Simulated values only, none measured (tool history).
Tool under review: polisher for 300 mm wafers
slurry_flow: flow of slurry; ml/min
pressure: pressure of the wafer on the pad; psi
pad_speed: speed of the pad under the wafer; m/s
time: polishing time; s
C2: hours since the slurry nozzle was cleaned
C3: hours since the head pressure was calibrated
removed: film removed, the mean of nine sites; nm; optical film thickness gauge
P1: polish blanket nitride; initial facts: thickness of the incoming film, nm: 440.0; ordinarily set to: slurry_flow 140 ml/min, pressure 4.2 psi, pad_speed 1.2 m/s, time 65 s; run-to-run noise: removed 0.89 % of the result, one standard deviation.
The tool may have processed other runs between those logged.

{"run": 1, "hour": 6.6, "slurry_flow": 140, "pressure": 4.2, "pad_speed": 1.2, "time": 65, "wafers polished on this pad": 323, "C2": 638.5, "C3": 137.4, "removed": 169.31}
{"run": 2, "hour": 17.3, "slurry_flow": 140, "pressure": 4.2, "pad_speed": 1.7, "time": 65, "wafers polished on this pad": 468, "C2": 649.2, "C3": 148.1, "removed": 222.62}
{"run": 3, "hour": 25.7, "slurry_flow": 140, "pressure": 4.2, "pad_speed": 1.2, "time": 65, "wafers polished on this pad": 582, "C2": 657.6, "C3": 156.5, "removed": 168.32}
{"run": 4, "hour": 35.0, "slurry_flow": 140, "pressure": 4.2, "pad_speed": 1.2, "time": 65, "wafers polished on this pad": 708, "C2": 666.9, "C3": 165.8, "removed": 168.12}
{"run": 5, "hour": 42.9, "slurry_flow": 140, "pressure": 4.2, "pad_speed": 1.2, "time": 65, "wafers polished on this pad": 815, "C2": 674.8, "C3": 173.7, "removed": 170.57}
{"run": 6, "hour": 52.5, "slurry_flow": 190, "pressure": 4.2, "pad_speed": 1.2, "time": 65, "wafers polished on this pad": 946, "C2": 684.4, "C3": 183.3, "removed": 176.19}
{"run": 7, "hour": 59.0, "slurry_flow": 205, "pressure": 5.8, "pad_speed": 1.2, "time": 65, "wafers polished on this pad": 1034, "C2": 690.9, "C3": 189.8, "removed": 246.01}
{"run": 8, "hour": 72.3, "slurry_flow": 100, "pressure": 6.2, "pad_speed": 1.2, "time": 65, "wafers polished on this pad": 1214, "C2": 704.2, "C3": 203.1, "removed": 233.73}
{"run": 9, "hour": 78.9, "slurry_flow": 85, "pressure": 4.2, "pad_speed": 1.2, "time": 65, "wafers polished on this pad": 1304, "C2": 710.8, "C3": 209.7, "removed": 148.11}
{"run": 10, "hour": 90.4, "slurry_flow": 185, "pressure": 2.4, "pad_speed": 1.2, "time": 65, "wafers polished on this pad": 1459, "C2": 722.3, "C3": 221.2, "removed": 100.47}
{"run": 11, "hour": 102.4, "slurry_flow": 140, "pressure": 4.2, "pad_speed": 1.2, "time": 44, "wafers polished on this pad": 1622, "C2": 734.3, "C3": 233.2, "removed": 113.29}
{"run": 12, "hour": 115.6, "slurry_flow": 140, "pressure": 1.9, "pad_speed": 1.2, "time": 65, "wafers polished on this pad": 1801, "C2": 747.5, "C3": 246.4, "removed": 74.714}
{"run": 13, "hour": 121.9, "slurry_flow": 140, "pressure": 6.6, "pad_speed": 1.2, "time": 65, "wafers polished on this pad": 1887, "C2": 753.8, "C3": 252.7, "removed": 262.67}
{"run": 14, "hour": 128.6, "slurry_flow": 140, "pressure": 4.2, "pad_speed": 0.56, "time": 65, "wafers polished on this pad": 1978, "C2": 760.5, "C3": 259.4, "removed": 91.159}
{"run": 15, "hour": 139.0, "slurry_flow": 140, "pressure": 4.2, "pad_speed": 1.2, "time": 98, "wafers polished on this pad": 2119, "C2": 770.9, "C3": 269.8, "removed": 249.49}
{"run": 16, "hour": 146.5, "slurry_flow": 140, "pressure": 4.2, "pad_speed": 1.2, "time": 65, "wafers polished on this pad": 2220, "C2": 778.4, "C3": 277.3, "removed": 167.05}
{"run": 17, "hour": 158.3, "slurry_flow": 140, "pressure": 4.2, "pad_speed": 1.2, "time": 65, "wafers polished on this pad": 2380, "C2": 790.2, "C3": 289.1, "removed": 165.9}
{"run": 18, "hour": 166.5, "slurry_flow": 140, "pressure": 4.2, "pad_speed": 1.2, "time": 65, "wafers polished on this pad": 2492, "C2": 798.4, "C3": 297.3, "removed": 163.48}
{"run": 19, "hour": 179.5, "slurry_flow": 140, "pressure": 4.2, "pad_speed": 1.2, "time": 65, "wafers polished on this pad": 2668, "C2": 811.4, "C3": 310.3, "removed": 160.96}
{"run": 20, "hour": 187.7, "slurry_flow": 140, "pressure": 4.2, "pad_speed": 1.2, "time": 65, "wafers polished on this pad": 2779, "C2": 819.6, "C3": 318.5, "removed": 157.09}
{"run": 21, "hour": 196.0, "slurry_flow": 140, "pressure": 4.2, "pad_speed": 1.2, "time": 65, "wafers polished on this pad": 2892, "C2": 827.9, "C3": 326.8, "removed": 156.46}
{"hour": 197.8, "done": "worn pad replaced by a new one"}
{"run": 22, "hour": 208.2, "slurry_flow": 140, "pressure": 4.2, "pad_speed": 1.2, "time": 65, "wafers polished on this pad": 141, "C2": 840.1, "C3": 339, "removed": 155.21}
{"run": 23, "hour": 220.5, "slurry_flow": 140, "pressure": 4.2, "pad_speed": 1.2, "time": 65, "wafers polished on this pad": 307, "C2": 852.4, "C3": 351.3, "removed": 154.43}
{"run": 24, "hour": 229.3, "slurry_flow": 140, "pressure": 4.2, "pad_speed": 1.2, "time": 65, "wafers polished on this pad": 427, "C2": 861.2, "C3": 360.1, "removed": 152.33}
{"run": 25, "hour": 238.1, "slurry_flow": 140, "pressure": 4.2, "pad_speed": 1.2, "time": 65, "wafers polished on this pad": 546, "C2": 870, "C3": 368.9, "removed": 154.46}
{"run": 26, "hour": 245.7, "slurry_flow": 140, "pressure": 4.2, "pad_speed": 1.2, "time": 65, "wafers polished on this pad": 649, "C2": 877.6, "C3": 376.5, "removed": 153.36}
{"run": 27, "hour": 259.2, "slurry_flow": 140, "pressure": 4.2, "pad_speed": 1.2, "time": 65, "wafers polished on this pad": 832, "C2": 891.1, "C3": 390, "removed": 149.56}

The output of P1 has drifted from where it used to be. Each of the 2 causes below, taken at the size shown beside it, accounts for the log equally well:
A: slurry flow missing at the pad, % = 36.9
B: head's pressure below its setpoint, % = 9.94
At approximately hour 146.5, the process output began to creep.
What rules out each remaining cause:
removal rate lost through wear of the pad, %: serviced after onset, at hour 197.8, with no recovery of the prior output

Below are 4 check runs, each averaged over 5 wafers, with their results shown as question marks. Which of them would give clearly different results depending on which cause is behind the drift?
{"run": "check 1", "hour": 272.7, "slurry_flow": 140, "pressure": 2.6, "pad_speed": 1.2, "time": 65, "removed": "?"}
{"run": "check 2", "hour": 272.7, "slurry_flow": 140, "pressure": 6.5, "pad_speed": 1.2, "time": 96, "removed": "?"}
{"run": "check 3", "hour": 272.7, "slurry_flow": 140, "pressure": 4.2, "pad_speed": 0.86, "time": 65, "removed": "?"}
{"run": "check 4", "hour": 272.7, "slurry_flow": 105, "pressure": 5.8, "pad_speed": 1.2, "time": 65, "removed": "?"}

Check results expected under each cause:
check=check_1 result=removed if_A=94.021 if_B=94.003
check=check_2 result=removed if_A=347.16 if_B=347.09
check=check_3 result=removed if_A=116.35 if_B=116.32
check=check_4 result=removed if_A=191.67 if_B=197.45
Per check, the gap between the least separated pair of causes, taken in the result that splits them most: check 1 0.02 %; check 2 0.02 %; check 3 0.02 %; check 4 2.97 %
Only check 4 tells the causes apart: in the others they would give nearly the same result.

Check 4 was carried out, with these results: removed 192.15 nm. Which of the listed causes is responsible?

The cause is A: slurry flow missing at the pad, %.
